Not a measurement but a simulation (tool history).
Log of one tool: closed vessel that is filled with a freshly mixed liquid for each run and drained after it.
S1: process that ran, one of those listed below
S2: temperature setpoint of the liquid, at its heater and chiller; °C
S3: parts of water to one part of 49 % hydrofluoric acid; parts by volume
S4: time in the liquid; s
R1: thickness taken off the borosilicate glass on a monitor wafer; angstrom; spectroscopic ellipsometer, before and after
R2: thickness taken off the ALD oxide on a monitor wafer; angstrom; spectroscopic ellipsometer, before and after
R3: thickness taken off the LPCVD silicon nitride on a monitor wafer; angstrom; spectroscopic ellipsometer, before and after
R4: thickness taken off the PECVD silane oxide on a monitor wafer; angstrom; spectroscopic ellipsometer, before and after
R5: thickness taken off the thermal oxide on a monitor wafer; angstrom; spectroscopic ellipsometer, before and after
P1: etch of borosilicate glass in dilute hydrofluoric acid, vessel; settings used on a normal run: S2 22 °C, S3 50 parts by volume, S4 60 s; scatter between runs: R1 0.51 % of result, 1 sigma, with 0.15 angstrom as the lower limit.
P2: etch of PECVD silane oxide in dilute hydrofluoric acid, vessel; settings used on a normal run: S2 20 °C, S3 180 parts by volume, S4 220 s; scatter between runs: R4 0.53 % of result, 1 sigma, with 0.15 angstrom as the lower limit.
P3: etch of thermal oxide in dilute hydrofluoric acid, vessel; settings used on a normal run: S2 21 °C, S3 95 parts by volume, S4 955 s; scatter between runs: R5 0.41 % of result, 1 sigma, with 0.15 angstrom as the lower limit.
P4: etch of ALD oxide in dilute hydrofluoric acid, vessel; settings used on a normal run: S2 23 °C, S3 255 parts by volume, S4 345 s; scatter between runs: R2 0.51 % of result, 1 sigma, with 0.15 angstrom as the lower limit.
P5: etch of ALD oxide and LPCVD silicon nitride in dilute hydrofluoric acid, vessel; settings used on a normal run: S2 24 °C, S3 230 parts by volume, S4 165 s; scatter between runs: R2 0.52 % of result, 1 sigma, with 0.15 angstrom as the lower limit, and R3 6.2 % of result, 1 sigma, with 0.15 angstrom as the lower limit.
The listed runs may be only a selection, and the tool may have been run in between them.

Run 1, hour 16.9: S1 P1, S2 22 °C, S3 50 parts by volume, S4 60 s. Result: R1 275.68 angstrom.
Run 2, hour 28.5: S1 P1, S2 22 °C, S3 20 parts by volume, S4 60 s. Result: R1 708.27 angstrom.
Run 3, hour 44.6: S1 P5, S2 24 °C, S3 230 parts by volume, S4 165 s. Result: R2 137.06 angstrom, R3 4.0321 angstrom.
Run 4, hour 53.9: S1 P5, S2 24 °C, S3 230 parts by volume, S4 255 s. Result: R2 210.2 angstrom, R3 6.3045 angstrom.
Run 5, hour 71.4: S1 P4, S2 23 °C, S3 55 parts by volume, S4 345 s. Result: R2 626.25 angstrom.
Run 6, hour 87.7: S1 P4, S2 23 °C, S3 255 parts by volume, S4 345 s. Result: R2 109.04 angstrom.
Run 7, hour 97.5: S1 P2, S2 20 °C, S3 35 parts by volume, S4 220 s. Result: R4 1011.4 angstrom.
Run 8, hour 105.8: S1 P1, S2 17.5 °C, S3 50 parts by volume, S4 60 s. Result: R1 229.37 angstrom.
Run 9, hour 119.3: S1 P3, S2 21 °C, S3 20 parts by volume, S4 955 s. Result: R5 2057.1 angstrom.
Run 10, hour 133.5: S1 P2, S2 25.5 °C, S3 180 parts by volume, S4 220 s. Result: R4 207.6 angstrom.
Run 11, hour 141.9: S1 P3, S2 21 °C, S3 95 parts by volume, S4 250 s. Result: R5 102.9 angstrom.
Run 12, hour 150.7: S1 P1, S2 22 °C, S3 50 parts by volume, S4 100 s. Result: R1 459.44 angstrom.
Run 13, hour 167.1: S1 P1, S2 28.5 °C, S3 85 parts by volume, S4 60 s. Result: R1 201.25 angstrom.
Run 14, hour 182.1: S1 P3, S2 21 °C, S3 95 parts by volume, S4 955 s. Result: R5 394.47 angstrom.
Run 15, hour 195.2: S1 P1, S2 18 °C, S3 50 parts by volume, S4 85 s. Result: R1 332.09 angstrom.
Run 16, hour 209.4: S1 P1, S2 22 °C, S3 80 parts by volume, S4 60 s. Result: R1 166.57 angstrom.
Run 17, hour 220.7: S1 P1, S2 22 °C, S3 50 parts by volume, S4 60 s. Result: R1 278.98 angstrom.
Run 18, hour 234.6: S1 P1, S2 22 °C, S3 50 parts by volume, S4 60 s. Result: R1 276.33 angstrom.
Run 19, hour 243: S1 P2, S2 20 °C, S3 180 parts by volume, S4 420 s. Result: R4 323.54 angstrom.
Run 20, hour 251.9: S1 P1, S2 22 °C, S3 50 parts by volume, S4 60 s. Result: R1 275.66 angstrom.
Run 21, hour 261.4: S1 P3, S2 17 °C, S3 95 parts by volume, S4 955 s. Result: R5 335.87 angstrom.
Run 22, hour 272.7: S1 P4, S2 23 °C, S3 255 parts by volume, S4 345 s. Result: R2 108.98 angstrom.
Run 23, hour 280.9: S1 P1, S2 22 °C, S3 50 parts by volume, S4 60 s. Result: R1 275.55 angstrom.
Run 24, hour 290.7: S1 P1, S2 27.5 °C, S3 50 parts by volume, S4 60 s. Result: R1 346.4 angstrom.
Run 25, hour 302.6: S1 P2, S2 20 °C, S3 180 parts by volume, S4 220 s. Result: R4 167.57 angstrom.
Run 26, hour 318.4: S1 P4, S2 17 °C, S3 255 parts by volume, S4 345 s. Result: R2 87.597 angstrom.
Run 27, hour 330.3: S1 P1, S2 22 °C, S3 50 parts by volume, S4 60 s. Result: R1 275.85 angstrom.
Run 28, hour 346.4: S1 P5, S2 32 °C, S3 230 parts by volume, S4 165 s. Result: R2 181.79 angstrom, R3 6.4334 angstrom.
Run 29, hour 361: S1 P1, S2 22 °C, S3 50 parts by volume, S4 30 s. Result: R1 137.31 angstrom.
Run 30, hour 369: S1 P4, S2 23 °C, S3 255 parts by volume, S4 660 s. Result: R2 208.28 angstrom.
Run 31, hour 386.4: S1 P5, S2 24 °C, S3 410 parts by volume, S4 165 s. Result: R2 64.798 angstrom, R3 2.2204 angstrom.
Run 32, hour 404: S1 P1, S2 22 °C, S3 50 parts by volume, S4 60 s. Result: R1 276.16 angstrom.
Run 33, hour 417: S1 P1, S2 22 °C, S3 50 parts by volume, S4 60 s. Result: R1 263.41 angstrom.
Run 34, hour 430.4: S1 P1, S2 22 °C, S3 50 parts by volume, S4 60 s. Result: R1 259.29 angstrom.
Run 35, hour 440.6: S1 P1, S2 22 °C, S3 50 parts by volume, S4 60 s. Result: R1 257.55 angstrom.
Run 36, hour 454.8: S1 P1, S2 22 °C, S3 50 parts by volume, S4 60 s. Result: R1 256.97 angstrom.
Run 37, hour 465.9: S1 P1, S2 22 °C, S3 50 parts by volume, S4 60 s. Result: R1 256.23 angstrom.
Run 38, hour 477.3: S1 P1, S2 22 °C, S3 50 parts by volume, S4 60 s. Result: R1 257.19 angstrom.
Run 39, hour 489.9: S1 P1, S2 22 °C, S3 50 parts by volume, S4 60 s. Result: R1 254.78 angstrom.

What P1 gives has crept away from where it was. These 2 causes fit the log equally well, each at the size given:
A: hydrofluoric acid flow below the setpoint (%) = 7.37
B: liquid colder than its thermometer reads (K) = 1.94
The creep began at about hour 404.

Which of the 4 check runs listed below separates the causes, so that each cause would produce a clearly different result? Each run uses one wafer, and its results are marked with question marks.
Run check 1, hour 502.5: S1 P2, S2 20 °C, S3 90 parts by volume, S4 350 s. Result: R4 ?.
Run check 2, hour 502.5: S1 P3, S2 17 °C, S3 50 parts by volume, S4 955 s. Result: R5 ?.
Run check 3, hour 502.5: S1 P5, S2 24 °C, S3 410 parts by volume, S4 165 s. Result: R2 ?, R3 ?.
Run check 4, hour 502.5: S1 P4, S2 23 °C, S3 60 parts by volume, S4 345 s. Result: R2 ?.

Outcome of each check run for each possible cause:
  check  result    if A    if B
check 1      R4  541.16  543.19
check 2      R5  613.96  611.51
check 3      R2  58.181  60.612
check 3      R3  2.0875  2.0062
check 4      R2  530.78  531.88
Distance between the nearest two causes, measured in the result of the check that separates them most: check 1 0.37 %; check 2 0.4 %; check 3 4.09 %; check 4 0.21 %
The causes can be told apart only by check 3. The other checks would give nearly the same results under each of them.

Running check 3 produced the following: R2 60.37 angstrom; R3 1.948 angstrom. Which one of the listed causes fits?

B is the cause: liquid colder than its thermometer reads (K).

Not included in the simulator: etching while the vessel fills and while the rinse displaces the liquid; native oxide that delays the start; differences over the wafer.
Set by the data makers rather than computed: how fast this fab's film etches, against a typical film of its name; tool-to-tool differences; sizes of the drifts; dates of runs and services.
